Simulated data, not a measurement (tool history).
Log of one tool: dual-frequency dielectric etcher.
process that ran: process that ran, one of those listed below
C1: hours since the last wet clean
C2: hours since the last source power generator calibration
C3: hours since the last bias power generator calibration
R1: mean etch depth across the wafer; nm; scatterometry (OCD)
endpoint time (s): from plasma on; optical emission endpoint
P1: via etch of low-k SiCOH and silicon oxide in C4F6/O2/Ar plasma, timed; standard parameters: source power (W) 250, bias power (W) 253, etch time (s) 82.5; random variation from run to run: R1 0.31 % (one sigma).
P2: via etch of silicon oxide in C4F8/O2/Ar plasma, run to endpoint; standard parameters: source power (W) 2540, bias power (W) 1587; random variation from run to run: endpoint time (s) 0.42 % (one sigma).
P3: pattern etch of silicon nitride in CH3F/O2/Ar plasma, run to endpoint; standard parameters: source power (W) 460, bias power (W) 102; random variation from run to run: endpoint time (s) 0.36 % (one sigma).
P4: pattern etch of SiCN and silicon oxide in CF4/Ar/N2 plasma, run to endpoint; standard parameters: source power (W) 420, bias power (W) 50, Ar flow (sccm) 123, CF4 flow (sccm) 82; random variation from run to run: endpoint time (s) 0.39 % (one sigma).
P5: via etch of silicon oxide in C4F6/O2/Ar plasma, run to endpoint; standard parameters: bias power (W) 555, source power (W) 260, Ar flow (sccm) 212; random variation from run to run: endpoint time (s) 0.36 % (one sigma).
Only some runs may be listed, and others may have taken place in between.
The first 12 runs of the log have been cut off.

{"run": 13, "hour": 172.1, "process that ran": "P4", "source power (W)": 420, "bias power (W)": 50, "Ar flow (sccm)": 150, "CF4 flow (sccm)": 82, "C1": 387.6, "C2": 698.3, "C3": 1730.9, "endpoint time (s)": 13.867}
{"run": 14, "hour": 190.7, "process that ran": "P4", "source power (W)": 270, "bias power (W)": 50, "Ar flow (sccm)": 123, "CF4 flow (sccm)": 82, "C1": 406.2, "C2": 716.9, "C3": 1749.5, "endpoint time (s)": 19.949}
{"run": 15, "hour": 201.3, "process that ran": "P1", "source power (W)": 250, "bias power (W)": 326, "etch time (s)": 82.5, "C1": 416.8, "C2": 727.5, "C3": 1760.1, "R1": 238.23}
{"run": 16, "hour": 216.4, "process that ran": "P1", "source power (W)": 250, "bias power (W)": 253, "etch time (s)": 104.5, "C1": 431.9, "C2": 742.6, "C3": 1775.2, "R1": 275.86}
{"run": 17, "hour": 226.0, "process that ran": "P1", "source power (W)": 250, "bias power (W)": 253, "etch time (s)": 82.5, "C1": 441.5, "C2": 752.2, "C3": 1784.8, "R1": 217.95}
{"run": 18, "hour": 234.5, "process that ran": "P2", "source power (W)": 1500, "bias power (W)": 1587, "C1": 450, "C2": 760.7, "C3": 1793.3, "endpoint time (s)": 309.56}
{"run": 19, "hour": 251.5, "process that ran": "P2", "source power (W)": 2540, "bias power (W)": 2119, "C1": 467, "C2": 777.7, "C3": 1810.3, "endpoint time (s)": 230.69}
{"run": 20, "hour": 265.6, "process that ran": "P3", "source power (W)": 460, "bias power (W)": 102, "C1": 481.1, "C2": 791.8, "C3": 1824.4, "endpoint time (s)": 37.512}
{"run": 21, "hour": 276.2, "process that ran": "P4", "source power (W)": 420, "bias power (W)": 50, "Ar flow (sccm)": 123, "CF4 flow (sccm)": 82, "C1": 491.7, "C2": 802.4, "C3": 1835, "endpoint time (s)": 13.522}
{"run": 22, "hour": 292.4, "process that ran": "P1", "source power (W)": 310, "bias power (W)": 253, "etch time (s)": 82.5, "C1": 507.9, "C2": 818.6, "C3": 1851.2, "R1": 236.31}
{"run": 23, "hour": 306.1, "process that ran": "P4", "source power (W)": 420, "bias power (W)": 50, "Ar flow (sccm)": 123, "CF4 flow (sccm)": 82, "C1": 521.6, "C2": 832.3, "C3": 1864.9, "endpoint time (s)": 13.475}
{"run": 24, "hour": 316.7, "process that ran": "P1", "source power (W)": 250, "bias power (W)": 253, "etch time (s)": 58, "C1": 532.2, "C2": 842.9, "C3": 1875.5, "R1": 152.9}
{"run": 25, "hour": 333.5, "process that ran": "P1", "source power (W)": 250, "bias power (W)": 253, "etch time (s)": 82.5, "C1": 549, "C2": 859.7, "C3": 1892.3, "R1": 217.5}
{"run": 26, "hour": 350.8, "process that ran": "P1", "source power (W)": 190, "bias power (W)": 253, "etch time (s)": 100.5, "C1": 566.3, "C2": 877, "C3": 1909.6, "R1": 238.88}
{"run": 27, "hour": 366.8, "process that ran": "P3", "source power (W)": 460, "bias power (W)": 77, "C1": 582.3, "C2": 893, "C3": 1925.6, "endpoint time (s)": 41.616}
{"run": 28, "hour": 376.8, "process that ran": "P1", "source power (W)": 170, "bias power (W)": 317, "etch time (s)": 82.5, "C1": 592.3, "C2": 903, "C3": 1935.6, "R1": 204.15}
{"run": 29, "hour": 386.3, "process that ran": "P1", "source power (W)": 250, "bias power (W)": 157, "etch time (s)": 82.5, "C1": 601.8, "C2": 912.5, "C3": 1945.1, "R1": 185.74}
{"run": 30, "hour": 401.7, "process that ran": "P1", "source power (W)": 250, "bias power (W)": 253, "etch time (s)": 82.5, "C1": 617.2, "C2": 927.9, "C3": 1960.5, "R1": 218.55}
{"run": 31, "hour": 416.9, "process that ran": "P1", "source power (W)": 250, "bias power (W)": 253, "etch time (s)": 82.5, "C1": 632.4, "C2": 943.1, "C3": 1975.7, "R1": 217.82}
{"run": 32, "hour": 434.0, "process that ran": "P1", "source power (W)": 250, "bias power (W)": 253, "etch time (s)": 82.5, "C1": 649.5, "C2": 960.2, "C3": 1992.8, "R1": 217.85}
{"run": 33, "hour": 451.5, "process that ran": "P1", "source power (W)": 250, "bias power (W)": 253, "etch time (s)": 82.5, "C1": 667, "C2": 977.7, "C3": 2010.3, "R1": 216.47}
{"run": 34, "hour": 462.1, "process that ran": "P1", "source power (W)": 250, "bias power (W)": 253, "etch time (s)": 82.5, "C1": 677.6, "C2": 988.3, "C3": 2020.9, "R1": 215.3}
{"run": 35, "hour": 475.2, "process that ran": "P1", "source power (W)": 250, "bias power (W)": 253, "etch time (s)": 82.5, "C1": 690.7, "C2": 1001.4, "C3": 2034, "R1": 214.23}
{"run": 36, "hour": 487.5, "process that ran": "P1", "source power (W)": 250, "bias power (W)": 253, "etch time (s)": 82.5, "C1": 703, "C2": 1013.7, "C3": 2046.3, "R1": 214.9}
{"hour": 501.4, "done": "wet clean of the chamber"}
{"run": 37, "hour": 504.4, "process that ran": "P1", "source power (W)": 250, "bias power (W)": 253, "etch time (s)": 82.5, "C1": 3, "C2": 1030.6, "C3": 2063.2, "R1": 215.53}

For run 38, what comes out?
{"run": 38, "hour": 522.7, "process that ran": "P1", "source power (W)": 250, "bias power (W)": 253, "etch time (s)": 82.5, "C1": 21.3, "C2": 1048.9, "C3": 2081.5, "R1": "?"}

{"run 38": {"R1": 214.78}}
